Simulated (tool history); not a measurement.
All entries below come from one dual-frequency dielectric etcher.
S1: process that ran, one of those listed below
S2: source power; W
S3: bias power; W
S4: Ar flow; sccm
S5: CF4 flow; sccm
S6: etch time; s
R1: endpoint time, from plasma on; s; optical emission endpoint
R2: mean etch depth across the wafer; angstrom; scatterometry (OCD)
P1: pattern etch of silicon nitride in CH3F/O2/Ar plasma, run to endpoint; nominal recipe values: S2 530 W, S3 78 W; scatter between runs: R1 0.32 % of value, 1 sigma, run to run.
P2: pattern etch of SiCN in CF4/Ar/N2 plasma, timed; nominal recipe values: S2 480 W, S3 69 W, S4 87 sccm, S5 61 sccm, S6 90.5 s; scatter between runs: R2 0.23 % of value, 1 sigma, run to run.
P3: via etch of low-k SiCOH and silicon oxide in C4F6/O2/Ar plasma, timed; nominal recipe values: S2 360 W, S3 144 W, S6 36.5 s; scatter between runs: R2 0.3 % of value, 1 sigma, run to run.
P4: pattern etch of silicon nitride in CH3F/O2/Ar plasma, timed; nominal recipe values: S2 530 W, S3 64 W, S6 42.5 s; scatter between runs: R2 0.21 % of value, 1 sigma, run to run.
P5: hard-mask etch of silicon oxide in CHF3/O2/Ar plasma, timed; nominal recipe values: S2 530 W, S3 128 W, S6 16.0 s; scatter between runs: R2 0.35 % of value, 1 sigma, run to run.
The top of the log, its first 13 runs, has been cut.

run   hour  S1   S2   S3  S4  S5    S6      R1      R2
 14   91.7  P5  530   78          16.0          231.03
 15   99.8  P3  220  144          36.5          716.09
 16  104.1  P1  530   78                38.681
     107.5  -- source power generator calibrated
 17  111.5  P1  530   78                38.761
 18  119.7  P2  480   69  87  42  90.5          773.08
 19  126.6  P3  360  144          36.5          867.04
 20  131.1  P4  320   64          42.5          265.71
 21  137.8  P2  480   69  87  61  65.0          588.79
 22  146.8  P1  530   56                43.361
 23  156.3  P4  530   64          42.5          322.43
 24  161.7  P1  690   78                35.264
 25  169.2  P1  530   78                38.977
 26  174.8  P1  670   64                37.979
 27  182.4  P5  530  128           9.0          150.21
 28  190.0  P1  530   78                38.883
 29  199.0  P5  530  128          16.0          266.92
 30  206.7  P1  530  107                34.786
 31  211.2  P1  530   78                38.945
 32  220.4  P1  530   78                38.863
 33  229.7  P1  530   78                39.083
 34  236.7  P1  530   78                39.369
 35  243.3  P1  530   78                39.340
 36  250.8  P1  530   78                39.539
     254.4  -- wet clean of the chamber
 37  256.1  P1  530   78                39.316

Expected results for the next run?
 38  262.5  P1  530  78               ?

{"run 38": {"R1": 39.635}}
